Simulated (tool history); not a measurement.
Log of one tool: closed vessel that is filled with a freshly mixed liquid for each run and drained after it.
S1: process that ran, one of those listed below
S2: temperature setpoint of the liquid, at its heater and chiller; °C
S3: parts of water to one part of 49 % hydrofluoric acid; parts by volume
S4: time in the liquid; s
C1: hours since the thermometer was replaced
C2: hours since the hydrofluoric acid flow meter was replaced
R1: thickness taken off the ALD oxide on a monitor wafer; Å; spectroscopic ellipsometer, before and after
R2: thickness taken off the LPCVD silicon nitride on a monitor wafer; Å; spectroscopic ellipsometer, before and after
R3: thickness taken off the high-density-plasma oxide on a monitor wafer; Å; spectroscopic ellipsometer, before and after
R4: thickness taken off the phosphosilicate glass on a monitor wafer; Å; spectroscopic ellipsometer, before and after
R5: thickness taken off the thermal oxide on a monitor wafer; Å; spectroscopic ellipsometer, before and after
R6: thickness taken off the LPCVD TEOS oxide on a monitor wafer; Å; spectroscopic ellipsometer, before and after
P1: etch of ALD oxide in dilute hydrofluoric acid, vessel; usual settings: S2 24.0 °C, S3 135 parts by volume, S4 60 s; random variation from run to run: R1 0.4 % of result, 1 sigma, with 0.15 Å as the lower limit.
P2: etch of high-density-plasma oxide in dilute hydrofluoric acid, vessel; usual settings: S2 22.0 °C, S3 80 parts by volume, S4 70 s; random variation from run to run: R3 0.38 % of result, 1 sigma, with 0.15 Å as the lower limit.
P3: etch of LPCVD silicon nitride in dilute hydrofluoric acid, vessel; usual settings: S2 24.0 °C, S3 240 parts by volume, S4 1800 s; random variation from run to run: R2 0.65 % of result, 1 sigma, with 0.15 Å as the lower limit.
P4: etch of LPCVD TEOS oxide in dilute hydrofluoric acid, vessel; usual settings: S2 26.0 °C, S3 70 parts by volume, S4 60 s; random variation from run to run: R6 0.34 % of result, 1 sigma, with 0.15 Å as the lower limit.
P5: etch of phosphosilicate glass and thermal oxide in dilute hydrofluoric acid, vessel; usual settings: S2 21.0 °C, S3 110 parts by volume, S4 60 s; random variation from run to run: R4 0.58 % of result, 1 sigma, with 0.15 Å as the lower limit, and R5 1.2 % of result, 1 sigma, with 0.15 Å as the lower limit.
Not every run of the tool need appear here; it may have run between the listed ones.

run,day,S1,S2,S3,S4,C1,C2,R1,R2,R3,R4,R5,R6
1,0.271,P1,24.0,135,60,613.3,721.1,119.110,,,,,
2,0.492,P3,24.0,240,1800,618.6,726.4,,32.982,,,,
3,0.762,P2,22.0,35,70,625.1,732.9,,,134.470,,,
4,1.012,P5,21.0,110,90,631.1,738.9,,,,944.21,34.871,
5,1.267,P1,24.0,135,60,637.2,745.0,118.930,,,,,
6,1.442,P4,19.5,70,60,641.4,749.2,,,,,,343.07
7,1.712,P2,22.0,80,70,647.9,755.7,,,55.009,,,
8,2.083,P4,26.0,125,60,656.8,764.6,,,,,,232.42
9,2.321,P1,24.0,135,60,662.5,770.3,119.590,,,,,
10,2.529,P5,17.0,110,60,667.5,775.3,,,,535.16,19.412,
11,2.729,P2,22.0,80,70,672.3,780.1,,,55.931,,,
12,2.967,P1,24.0,205,60,678.0,785.8,72.839,,,,,
13,3.175,P2,22.0,80,30,683.0,790.8,,,24.005,,,
14,3.433,P2,27.0,80,70,689.2,797.0,,,67.877,,,
15,3.667,P1,24.0,135,110,694.8,802.6,218.310,,,,,
16,3.888,P3,24.0,440,1800,700.1,807.9,,18.468,,,,
17,4.162,P3,19.5,240,1800,706.7,814.5,,24.819,,,,
18,4.533,P1,24.0,135,60,715.6,823.4,119.270,,,,,
19,4.808,P1,24.0,135,60,722.2,830.0,118.870,,,,,
20,4.996,P1,17.0,135,60,726.7,834.5,90.393,,,,,
21,5.221,P4,26.0,70,60,732.1,839.9,,,,,,445.28
22,5.412,P3,24.0,240,1800,736.7,844.5,,32.880,,,,
23,5.629,P4,26.0,70,95,741.9,849.7,,,,,,703.94
24,5.954,P1,24.0,135,30,749.7,857.5,59.540,,,,,
25,6.133,P1,20.0,80,60,754.0,861.8,184.340,,,,,
26,6.379,P1,24.0,135,60,759.9,867.7,119.790,,,,,
27,6.704,P1,29.0,135,60,767.7,875.5,145.660,,,,,
28,6.938,P5,21.0,110,60,773.3,881.1,,,,630.59,23.265,
29,7.212,P5,21.0,110,60,779.9,887.7,,,,632.48,22.973,
30,7.446,P3,24.0,240,855,785.5,893.3,,15.692,,,,
31,7.754,P1,28.0,70,60,792.9,900.7,290.850,,,,,
32,8.108,P5,21.0,195,60,801.4,909.2,,,,324.45,11.775,
33,8.325,P1,24.0,50,60,806.6,914.4,359.840,,,,,
34,8.688,P1,24.0,135,60,815.3,923.1,119.900,,,,,
35,8.900,P1,24.0,135,60,820.4,928.2,115.880,,,,,
36,9.242,P1,24.0,135,60,828.6,936.4,114.270,,,,,
37,9.567,P1,24.0,135,60,836.4,944.2,111.260,,,,,
38,9.800,P1,24.0,135,60,842.0,949.8,111.000,,,,,
39,10.008,P1,24.0,135,60,847.0,954.8,111.090,,,,,
40,10.379,P1,24.0,135,60,855.9,963.7,110.930,,,,,
41,10.596,P1,24.0,135,60,861.1,968.9,109.870,,,,,
42,10.858,P1,24.0,135,60,867.4,975.2,109.400,,,,,
43,11.058,P1,24.0,135,60,872.2,980.0,109.640,,,,,
44,11.350,P1,24.0,135,60,879.2,987.0,110.430,,,,,

P1 has crept away from where it was. The log is fitted equally well by each of these 2 causes, at the sizes shown:
A: hydrofluoric acid flow below the setpoint (%) = 6.92
B: liquid colder than its thermometer reads (K) = 2.14
The gradual shift began around day 8.688.

Consider the 4 single-wafer check runs listed below, results given as question marks: which one distinguishes between the causes by giving clearly different results for each?
check 1,11.642,P3,24.0,240,1800,,,,?,,,,
check 2,11.642,P5,21.0,110,60,,,,,,?,?,
check 3,11.642,P2,22.0,80,70,,,,,?,,,
check 4,11.642,P4,26.0,70,60,,,,,,,,?

Predicted outcomes, by check and by cause:
check,result,if A,if B
check 1,R2,30.765,28.866
check 2,R4,580.70,576.93
check 2,R5,21.316,21.178
check 3,R3,51.182,50.700
check 4,R6,411.20,408.18
Separation of the two closest causes in each check, using whichever result separates them best: check 1 6.37 %; check 2 0.65 %; check 3 0.95 %; check 4 0.74 %
Check 1 is the one run that separates the causes; every other check would come out nearly the same whichever cause is at work.

Check 1 has now been run. It gave: R2 28.928 Å. Which of the candidate causes is it?

It was cause B: liquid colder than its thermometer reads (K).
